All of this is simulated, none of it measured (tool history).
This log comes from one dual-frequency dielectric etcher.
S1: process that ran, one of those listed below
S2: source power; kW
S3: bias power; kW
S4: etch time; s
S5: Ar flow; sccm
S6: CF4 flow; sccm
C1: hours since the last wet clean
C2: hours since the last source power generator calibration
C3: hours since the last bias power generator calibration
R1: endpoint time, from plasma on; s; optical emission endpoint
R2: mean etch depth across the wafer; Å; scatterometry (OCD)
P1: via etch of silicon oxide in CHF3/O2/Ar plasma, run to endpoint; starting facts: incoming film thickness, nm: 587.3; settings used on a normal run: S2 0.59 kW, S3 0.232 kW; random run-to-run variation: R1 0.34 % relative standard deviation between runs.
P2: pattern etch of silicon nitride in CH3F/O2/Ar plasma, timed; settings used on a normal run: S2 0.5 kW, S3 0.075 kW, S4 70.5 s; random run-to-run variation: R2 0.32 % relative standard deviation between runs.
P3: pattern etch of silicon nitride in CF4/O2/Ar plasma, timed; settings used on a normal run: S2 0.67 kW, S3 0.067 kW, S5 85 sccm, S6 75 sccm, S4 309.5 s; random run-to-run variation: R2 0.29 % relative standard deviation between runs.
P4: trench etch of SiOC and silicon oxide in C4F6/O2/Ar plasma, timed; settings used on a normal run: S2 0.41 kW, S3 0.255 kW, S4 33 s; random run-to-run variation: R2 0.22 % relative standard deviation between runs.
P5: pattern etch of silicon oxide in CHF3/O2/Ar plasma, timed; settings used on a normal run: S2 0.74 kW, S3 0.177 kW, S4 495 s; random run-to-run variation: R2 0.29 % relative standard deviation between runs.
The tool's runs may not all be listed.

run   hour  S1    S2     S3     S4   S5  S6     C1      C2      C3      R1      R2
  1   13.4  P1  0.59  0.232                  297.2  1193.4     732  276.88
  2   31.1  P5  0.74  0.177    272           314.9  1211.1   749.7          5840.7
  3   39.9  P1  0.82  0.289                  323.7  1219.9   758.5  225.58
  4   53.4  P3  0.67  0.067    170   85  75  337.2  1233.4     772          4601.7
  5   66.6  P5  0.74  0.109    495           350.4  1246.6   785.2          9102.5
  6   75.4  P1  0.59  0.163                  359.2  1255.4     794  312.83
  7   88.7  P5  0.74  0.177    495           372.5  1268.7   807.3           10564
  8    102  P4  0.41  0.149     33           385.8    1282   820.6          619.66
  9  117.7  P5  0.74  0.177    495           401.5  1297.7   836.3           10539
 10  134.9  P1  0.59  0.232                  418.7  1314.9   853.5  277.42
 11  147.8  P1  0.59  0.316                  431.6  1327.8   866.4  249.03
 12  159.7  P1  0.59  0.232                  443.5  1339.7   878.3  276.65
 13  168.7  P3  0.67  0.067  309.5  101  75  452.5  1348.7   887.3          8250.8
 14  183.8  P3  0.67   0.09  309.5   85  75  467.6  1363.8   902.4          9462.4
 15  200.5  P3  0.48  0.067  309.5   85  75  484.3  1380.5   919.1          6290.9
 16  215.7  P3  0.67  0.067  309.5   85  75  499.5  1395.7   934.3          8432.1
 17    227  P1  0.81  0.232                  510.8    1407   945.6  244.65
 18  240.4  P3  0.67  0.067  309.5   85  59  524.2  1420.4     959          8169.9
 19  253.5  P5  0.52  0.177    495           537.3  1433.5   972.1          9276.5
 20  262.6  P2   0.5  0.075   92.5           546.4  1442.6   981.2          722.79
 21  272.2  P2  0.31  0.075   70.5             556  1452.2   990.8          456.42
 22  283.2  P1  0.59  0.232                    567  1463.2  1001.8  277.95
 23  292.9  P4  0.27  0.255     33           576.7  1472.9  1011.5          624.95
 24    308  P2   0.5  0.075   70.5           591.8    1488  1026.6           550.3
 25  319.5  P1  0.45   0.29                  603.3  1499.5  1038.1  282.27
 26  328.2  P4  0.41  0.255     33             612  1508.2  1046.8          733.31
 27  337.5  P2   0.5  0.075   70.5           621.3  1517.5  1056.1          548.78
 28  347.5  P2   0.5  0.103   70.5           631.3  1527.5  1066.1          614.96
 29  362.9  P1  0.37  0.232                  646.7  1542.9  1081.5  327.32
 30  373.1  P4  0.41  0.255     18           656.9  1553.1  1091.7          401.77
 31  381.8  P3  0.67  0.067  309.5   85  75  665.6  1561.8  1100.4          8396.1
 32  393.9  P1  0.59  0.232                  677.7  1573.9  1112.5   277.8
 33  410.7  P1  0.59  0.232                  694.5  1590.7  1129.3  274.08
 34  428.6  P1  0.59  0.232                  712.4  1608.6  1147.2   273.2
 35  444.2  P1  0.59  0.232                    728  1624.2  1162.8   274.7
 36  453.8  P1  0.59  0.232                  737.6  1633.8  1172.4  271.48
 37  469.7  P1  0.59  0.232                  753.5  1649.7  1188.3  271.95
       480  -- wet clean of the chamber
 38    483  P1  0.59  0.232                      3    1663  1201.6  272.76
 39  500.6  P1  0.59  0.232                   20.6  1680.6  1219.2  269.87
 40  516.5  P1  0.59  0.232                   36.5  1696.5  1235.1  271.33
 41  525.6  P1  0.59  0.232                   45.6  1705.6  1244.2  272.32
 42  535.9  P1  0.59  0.232                   55.9  1715.9  1254.5  273.31
 43  545.4  P1  0.59  0.232                   65.4  1725.4    1264  272.94

What P1 gives has crept off from where it sat before. The 2 causes that follow fit the log equally well, each at the size noted:
A: bias power that arrives over what is set, % = 4.91
B: source power that arrives over what is set, % = 4.61
At approximately hour 393.9, the process output began to creep.
Other possible causes, and why each is ruled out:
chamber walls in a state that raises the etch rate, %: work on it at hour 480, done after the drift set in, did not restore what the process gave before

Consider the 4 check runs below, whose results appear as question marks and each of which averages 2 wafers. Which one distinguishes the causes, in that each cause would give it a clearly different result?
check 1  554.9  P3  0.67  0.067  188.5  85  75                   ?
check 2  554.9  P5  0.74  0.113    346                           ?
check 3  554.9  P2   0.5  0.086   70.5                           ?
check 4  554.9  P4   0.3  0.255     33                           ?

If the cause were each of the candidates in turn, the checks would give the following:
  check  result    if A    if B
check 1      R2  5216.9  5322.6
check 2      R2  6517.8  6540.8
check 3      R2  585.02  585.09
check 4      R2  662.46  662.77
Gap, in per cent, between the two causes that each check separates least, read from the result that separates them most: check 1 2.01 %; check 2 0.35 %; check 3 0.01 %; check 4 0.05 %
Check 1 tells the causes apart: in the others they would give nearly the same result.

Check 1 was carried out, with these results: R2 5310 Å. Which of the listed causes is responsible?

Of the candidate causes, it is B: source power that arrives over what is set, %.
